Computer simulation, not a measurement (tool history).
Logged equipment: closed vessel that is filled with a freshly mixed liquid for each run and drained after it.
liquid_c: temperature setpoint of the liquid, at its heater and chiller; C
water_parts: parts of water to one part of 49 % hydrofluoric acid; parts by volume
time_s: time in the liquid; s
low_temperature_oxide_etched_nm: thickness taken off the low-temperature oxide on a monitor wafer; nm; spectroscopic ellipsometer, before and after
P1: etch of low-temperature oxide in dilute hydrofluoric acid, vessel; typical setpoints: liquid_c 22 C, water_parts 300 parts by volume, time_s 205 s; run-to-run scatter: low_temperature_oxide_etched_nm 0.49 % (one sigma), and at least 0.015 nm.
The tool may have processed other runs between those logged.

run	hour	liquid_c	water_parts	time_s	hours since the thermometer was replaced	hours since the hydrofluoric acid flow meter was replaced	low_temperature_oxide_etched_nm
1	9.9	22	300	205	209.4	862.2	9.1701
2	25.5	22	55	205	225	877.8	65.164
3	40.8	22	485	205	240.3	893.1	4.8113
4	56	29.5	300	205	255.5	908.3	11.765
5	67	22	300	205	266.5	919.3	9.0535
6	79.3	22	300	205	278.8	931.6	9.0947
7	92.8	17	300	205	292.3	945.1	7.5689
8	103.6	22	300	205	303.1	955.9	9.1865
9	118.7	22	300	330	318.2	971	14.694
10	132.3	22	300	205	331.8	984.6	9.0982
11	145.2	17	300	370	344.7	997.5	13.615
12	154.7	22	300	60	354.2	1007	2.6479
13	166.7	22	300	205	366.2	1019	9.1139
14	174.4	22	300	205	373.9	1026.7	9.1049
15	186.1	22	300	205	385.6	1038.4	9.0898
16	200.2	22	300	205	399.7	1052.5	8.6274
17	211.7	22	300	205	411.2	1064	8.4699
18	218.8	22	300	205	418.3	1071.1	8.3972
19	229.2	22	300	205	428.7	1081.5	8.4185
20	236.8	22	300	205	436.3	1089.1	8.3799
21	246.3	22	300	205	445.8	1098.6	8.3876

What P1 gives has crept off from where it sat before. The 2 causes that follow fit the log equally well, each at the size noted:
A: hydrofluoric acid flow below the setpoint (%) = 6.4
B: liquid colder than its thermometer reads (K) = 2.36
The process output started creeping at around hour 186.1.

Of the 4 check runs below, each run on 2 wafers with the results averaged and each result still a question mark, which one would tell the listed causes apart?
check 1	255.8	17.5	70	205			?
check 2	255.8	18.5	300	65			?
check 3	255.8	26	300	205			?
check 4	255.8	25	300	205			?

Check results expected under each cause:
check	result	if A	if B
check 1	low_temperature_oxide_etched_nm	38.333	37.181
check 2	low_temperature_oxide_etched_nm	2.3363	2.3238
check 3	low_temperature_oxide_etched_nm	9.5878	9.6417
check 4	low_temperature_oxide_etched_nm	9.2704	9.309
Minimum pairwise separation of causes per check, each pair taken at its best-separating result: check 1 3.05 %; check 2 0.53 %; check 3 0.56 %; check 4 0.42 %
Check 1 distinguishes between the causes, while the remaining checks would return nearly the same result for all of them.

Running check 1 produced the following: low_temperature_oxide_etched_nm 38.198 nm. Which one of the listed causes fits?

The cause is A: hydrofluoric acid flow below the setpoint (%).
